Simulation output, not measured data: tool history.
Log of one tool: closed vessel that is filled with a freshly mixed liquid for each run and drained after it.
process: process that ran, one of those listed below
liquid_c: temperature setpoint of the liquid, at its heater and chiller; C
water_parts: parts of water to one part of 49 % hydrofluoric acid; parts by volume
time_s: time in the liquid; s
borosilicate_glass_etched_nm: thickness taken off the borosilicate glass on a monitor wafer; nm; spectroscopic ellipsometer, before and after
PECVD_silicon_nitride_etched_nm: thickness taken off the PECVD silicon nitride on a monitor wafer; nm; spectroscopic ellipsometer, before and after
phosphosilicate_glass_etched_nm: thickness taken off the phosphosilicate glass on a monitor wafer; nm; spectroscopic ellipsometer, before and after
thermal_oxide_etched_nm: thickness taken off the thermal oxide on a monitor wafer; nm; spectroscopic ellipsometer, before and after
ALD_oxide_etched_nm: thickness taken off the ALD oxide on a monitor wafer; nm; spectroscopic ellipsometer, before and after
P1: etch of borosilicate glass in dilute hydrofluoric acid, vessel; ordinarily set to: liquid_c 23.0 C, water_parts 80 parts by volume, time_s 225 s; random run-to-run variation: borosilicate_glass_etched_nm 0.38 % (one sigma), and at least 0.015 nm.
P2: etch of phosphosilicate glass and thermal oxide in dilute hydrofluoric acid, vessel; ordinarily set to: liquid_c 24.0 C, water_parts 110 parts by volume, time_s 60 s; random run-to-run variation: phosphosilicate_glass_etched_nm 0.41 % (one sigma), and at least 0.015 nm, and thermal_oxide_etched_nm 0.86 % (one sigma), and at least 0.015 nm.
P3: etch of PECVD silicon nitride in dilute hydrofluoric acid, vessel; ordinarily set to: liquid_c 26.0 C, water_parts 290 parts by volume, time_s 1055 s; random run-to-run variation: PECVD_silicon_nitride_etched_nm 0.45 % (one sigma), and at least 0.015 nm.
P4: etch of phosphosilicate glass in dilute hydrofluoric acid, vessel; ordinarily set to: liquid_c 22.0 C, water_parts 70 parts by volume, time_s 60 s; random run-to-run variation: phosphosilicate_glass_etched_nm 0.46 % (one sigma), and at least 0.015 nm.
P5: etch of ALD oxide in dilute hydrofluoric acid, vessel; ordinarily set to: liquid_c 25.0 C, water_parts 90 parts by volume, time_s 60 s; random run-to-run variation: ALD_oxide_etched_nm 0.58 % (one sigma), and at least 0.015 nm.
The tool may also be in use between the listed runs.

run	day	process	liquid_c	water_parts	time_s	borosilicate_glass_etched_nm	PECVD_silicon_nitride_etched_nm	phosphosilicate_glass_etched_nm	thermal_oxide_etched_nm	ALD_oxide_etched_nm
1	0.383	P1	23.0	80	225	47.4050				
2	1.042	P3	26.0	455	1055		6.5712			
3	1.571	P1	23.0	80	225	47.2850				
4	2.038	P2	24.0	185	60			47.107	1.3611	
5	2.396	P4	22.0	20	60			245.470		
6	2.825	P1	30.0	120	225	39.5780				
7	3.317	P4	22.0	70	60			65.529		
8	3.721	P5	25.0	135	60					9.913
9	4.262	P5	32.5	90	60					20.899
10	4.733	P1	23.0	115	30	4.2482				
11	5.392	P1	23.0	30	225	135.6400				
12	5.967	P3	26.0	290	1840		17.9910			
13	6.529	P1	30.0	80	225	62.1760				
14	6.954	P4	17.0	70	60			52.926		
15	7.354	P2	24.0	110	115			165.310	4.7904	
16	7.679	P2	28.5	110	60			103.110	2.9814	
17	7.992	P1	23.0	80	225	47.4140				
18	8.554	P1	19.0	80	225	40.3910				
19	9.117	P1	23.0	80	225	47.4830				
20	9.504	P1	23.0	80	400	84.0020				
21	9.946	P1	23.0	80	35	7.4064				
22	10.292	P1	23.0	135	225	26.2680				
23	10.658	P4	22.0	70	30			32.773		
24	11.088	P1	23.0	80	225	47.6350				
25	11.650	P5	25.0	90	90					23.645
26	12.088	P1	27.0	50	225	92.7970				
27	12.654	P3	26.0	290	1055		10.4590			
28	13.088	P1	23.0	80	225	47.7950				
29	13.750	P2	24.0	110	60			86.346	2.5313	
30	14.317	P3	33.5	290	1055		15.8690			
31	14.662	P5	25.0	90	60					15.670
32	15.092	P1	23.0	80	225	47.1430				
33	15.738	P1	23.0	80	225	47.8930				
34	16.067	P1	23.0	80	225	46.3120				
35	16.392	P1	23.0	80	225	45.5630				
36	16.846	P1	23.0	80	225	45.2260				
37	17.358	P1	23.0	80	225	44.4610				
38	17.879	P1	23.0	80	225	43.8380				
39	18.329	P1	23.0	80	225	44.1320				
40	18.775	P1	23.0	80	225	43.8890				
41	19.321	P1	23.0	80	225	43.7790				

P1 no longer gives what it gave before; its output has crept away from where it was. The following 2 causes, each at its listed size, fit the log equally well:
A: hydrofluoric acid flow below the setpoint (%) = 6.61
B: liquid colder than its thermometer reads (K) = 1.85
At approximately day 15.738, the process output began to creep.

Which of the 4 check runs listed below separates the causes, so that each cause would produce a clearly different result? Each run uses one wafer, and its results are marked with question marks.
check 1	19.867	P3	26.0	290	1055		?			
check 2	19.867	P2	24.0	110	60			?	?	
check 3	19.867	P5	25.0	90	60					?
check 4	19.867	P4	22.0	70	60			?		

Predicted outcomes, by check and by cause:
check	result	if A	if B
check 1	PECVD_silicon_nitride_etched_nm	9.6631	9.2521
check 2	phosphosilicate_glass_etched_nm	80.124	80.478
check 2	thermal_oxide_etched_nm	2.3124	2.3226
check 3	ALD_oxide_etched_nm	14.552	14.591
check 4	phosphosilicate_glass_etched_nm	61.007	60.859
Distance between the nearest two causes, measured in the result of the check that separates them most: check 1 4.35 %; check 2 0.44 %; check 3 0.27 %; check 4 0.24 %
Only check 1 tells the causes apart: in the others they would give nearly the same result.

After running check 1, the following was obtained: PECVD_silicon_nitride_etched_nm 9.2348 nm. Which cause does this point to?

Of the candidate causes, it is B: liquid colder than its thermometer reads (K).
